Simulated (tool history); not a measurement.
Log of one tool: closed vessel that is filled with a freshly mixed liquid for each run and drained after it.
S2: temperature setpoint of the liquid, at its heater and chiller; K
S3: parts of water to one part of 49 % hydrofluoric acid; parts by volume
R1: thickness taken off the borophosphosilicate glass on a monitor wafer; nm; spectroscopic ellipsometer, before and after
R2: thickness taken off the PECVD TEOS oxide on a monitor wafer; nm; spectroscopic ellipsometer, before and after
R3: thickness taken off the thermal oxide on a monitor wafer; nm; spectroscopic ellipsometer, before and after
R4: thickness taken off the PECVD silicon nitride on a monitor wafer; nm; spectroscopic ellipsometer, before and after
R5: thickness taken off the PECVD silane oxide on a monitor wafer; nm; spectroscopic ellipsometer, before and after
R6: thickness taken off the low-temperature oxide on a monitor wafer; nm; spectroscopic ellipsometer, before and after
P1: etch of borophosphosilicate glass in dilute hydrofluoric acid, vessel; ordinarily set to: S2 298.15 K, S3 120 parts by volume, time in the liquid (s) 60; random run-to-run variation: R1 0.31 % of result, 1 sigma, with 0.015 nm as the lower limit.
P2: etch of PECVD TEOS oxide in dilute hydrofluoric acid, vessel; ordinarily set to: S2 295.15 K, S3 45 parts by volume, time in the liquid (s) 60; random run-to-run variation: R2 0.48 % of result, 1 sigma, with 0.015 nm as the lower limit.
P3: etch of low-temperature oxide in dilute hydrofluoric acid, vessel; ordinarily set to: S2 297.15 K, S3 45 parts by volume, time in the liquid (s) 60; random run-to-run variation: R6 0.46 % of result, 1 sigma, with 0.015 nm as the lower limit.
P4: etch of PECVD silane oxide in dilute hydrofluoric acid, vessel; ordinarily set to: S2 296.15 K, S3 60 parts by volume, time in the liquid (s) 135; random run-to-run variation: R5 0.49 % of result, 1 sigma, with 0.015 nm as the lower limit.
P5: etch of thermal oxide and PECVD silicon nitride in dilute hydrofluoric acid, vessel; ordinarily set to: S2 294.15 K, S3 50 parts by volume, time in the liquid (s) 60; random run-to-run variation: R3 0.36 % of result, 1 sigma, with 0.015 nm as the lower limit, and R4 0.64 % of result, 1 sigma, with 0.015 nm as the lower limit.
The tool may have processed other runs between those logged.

Run 1, hour 9: process that ran P1, S2 298.15 K, S3 120 parts by volume, time in the liquid (s) 60. Result: R1 36.207 nm.
Run 2, hour 21.9: process that ran P1, S2 298.15 K, S3 120 parts by volume, time in the liquid (s) 60. Result: R1 36.407 nm.
Run 3, hour 30.9: process that ran P2, S2 302.65 K, S3 45 parts by volume, time in the liquid (s) 60. Result: R2 48.332 nm.
Run 4, hour 38: process that ran P5, S2 294.15 K, S3 50 parts by volume, time in the liquid (s) 60. Result: R3 5.5801 nm, R4 4.766 nm.
Run 5, hour 47.6: process that ran P4, S2 296.15 K, S3 100 parts by volume, time in the liquid (s) 135. Result: R5 22.102 nm.
Run 6, hour 58.7: process that ran P4, S2 296.15 K, S3 60 parts by volume, time in the liquid (s) 135. Result: R5 38.605 nm.
Run 7, hour 67.7: process that ran P3, S2 297.15 K, S3 60 parts by volume, time in the liquid (s) 60. Result: R6 20.533 nm.
Run 8, hour 76.7: process that ran P2, S2 295.15 K, S3 45 parts by volume, time in the liquid (s) 110. Result: R2 65.332 nm.
Run 9, hour 88.2: process that ran P1, S2 298.15 K, S3 120 parts by volume, time in the liquid (s) 60. Result: R1 36.396 nm.
Run 10, hour 97.9: process that ran P5, S2 294.15 K, S3 90 parts by volume, time in the liquid (s) 60. Result: R3 2.9618 nm, R4 2.7067 nm.
Run 11, hour 110.9: process that ran P3, S2 297.15 K, S3 45 parts by volume, time in the liquid (s) 60. Result: R6 27.983 nm.
Run 12, hour 119.4: process that ran P2, S2 295.15 K, S3 70 parts by volume, time in the liquid (s) 60. Result: R2 22.128 nm.
Run 13, hour 127: process that ran P4, S2 292.65 K, S3 60 parts by volume, time in the liquid (s) 135. Result: R5 33.075 nm.
Run 14, hour 135.8: process that ran P1, S2 294.15 K, S3 120 parts by volume, time in the liquid (s) 95. Result: R1 49.245 nm.
Run 15, hour 148.6: process that ran P1, S2 303.15 K, S3 120 parts by volume, time in the liquid (s) 60. Result: R1 44.029 nm.
Run 16, hour 158.4: process that ran P3, S2 304.65 K, S3 45 parts by volume, time in the liquid (s) 60. Result: R6 37.665 nm.
Run 17, hour 168.7: process that ran P1, S2 293.65 K, S3 120 parts by volume, time in the liquid (s) 60. Result: R1 30.376 nm.
Run 18, hour 179.5: process that ran P1, S2 298.15 K, S3 120 parts by volume, time in the liquid (s) 60. Result: R1 36.195 nm.
Run 19, hour 187.8: process that ran P1, S2 298.15 K, S3 120 parts by volume, time in the liquid (s) 30. Result: R1 18.215 nm.
Run 20, hour 197.9: process that ran P1, S2 298.15 K, S3 175 parts by volume, time in the liquid (s) 60. Result: R1 23.4 nm.
Run 21, hour 210.6: process that ran P1, S2 298.15 K, S3 120 parts by volume, time in the liquid (s) 120. Result: R1 72.579 nm.
Run 22, hour 218.7: process that ran P3, S2 297.15 K, S3 45 parts by volume, time in the liquid (s) 60. Result: R6 28.102 nm.
Run 23, hour 230.9: process that ran P5, S2 302.15 K, S3 50 parts by volume, time in the liquid (s) 60. Result: R3 7.6605 nm, R4 8.1368 nm.
Run 24, hour 236.7: process that ran P2, S2 295.15 K, S3 45 parts by volume, time in the liquid (s) 60. Result: R2 35.563 nm.
Run 25, hour 242.6: process that ran P4, S2 296.15 K, S3 60 parts by volume, time in the liquid (s) 265. Result: R5 76.005 nm.
Run 26, hour 249.3: process that ran P4, S2 296.15 K, S3 60 parts by volume, time in the liquid (s) 135. Result: R5 38.912 nm.
Run 27, hour 260: process that ran P1, S2 298.15 K, S3 120 parts by volume, time in the liquid (s) 60. Result: R1 36.075 nm.
Run 28, hour 266.8: process that ran P5, S2 294.15 K, S3 50 parts by volume, time in the liquid (s) 115. Result: R3 10.651 nm, R4 9.1456 nm.
Run 29, hour 278.2: process that ran P3, S2 297.15 K, S3 45 parts by volume, time in the liquid (s) 30. Result: R6 13.824 nm.
Run 30, hour 291.3: process that ran P1, S2 298.15 K, S3 45 parts by volume, time in the liquid (s) 60. Result: R1 106.49 nm.
Run 31, hour 298.7: process that ran P1, S2 298.15 K, S3 120 parts by volume, time in the liquid (s) 60. Result: R1 36.293 nm.
Run 32, hour 310.4: process that ran P1, S2 298.15 K, S3 120 parts by volume, time in the liquid (s) 60. Result: R1 37.63 nm.
Run 33, hour 317.8: process that ran P1, S2 298.15 K, S3 120 parts by volume, time in the liquid (s) 60. Result: R1 38.486 nm.
Run 34, hour 323.6: process that ran P1, S2 298.15 K, S3 120 parts by volume, time in the liquid (s) 60. Result: R1 38.465 nm.
Run 35, hour 334.5: process that ran P1, S2 298.15 K, S3 120 parts by volume, time in the liquid (s) 60. Result: R1 38.998 nm.
Run 36, hour 342.7: process that ran P1, S2 298.15 K, S3 120 parts by volume, time in the liquid (s) 60. Result: R1 39.209 nm.
Run 37, hour 354.6: process that ran P1, S2 298.15 K, S3 120 parts by volume, time in the liquid (s) 60. Result: R1 39.209 nm.
Run 38, hour 362.2: process that ran P1, S2 298.15 K, S3 120 parts by volume, time in the liquid (s) 60. Result: R1 39.514 nm.
Run 39, hour 375.2: process that ran P1, S2 298.15 K, S3 120 parts by volume, time in the liquid (s) 60. Result: R1 39.46 nm.
Run 40, hour 381.6: process that ran P1, S2 298.15 K, S3 120 parts by volume, time in the liquid (s) 60. Result: R1 39.722 nm.

What does the tool deliver on the next run?
Run 41, hour 387.6: process that ran P1, S2 298.15 K, S3 120 parts by volume, time in the liquid (s) 60. Result: R1 ?.

R1: 39.449 nm
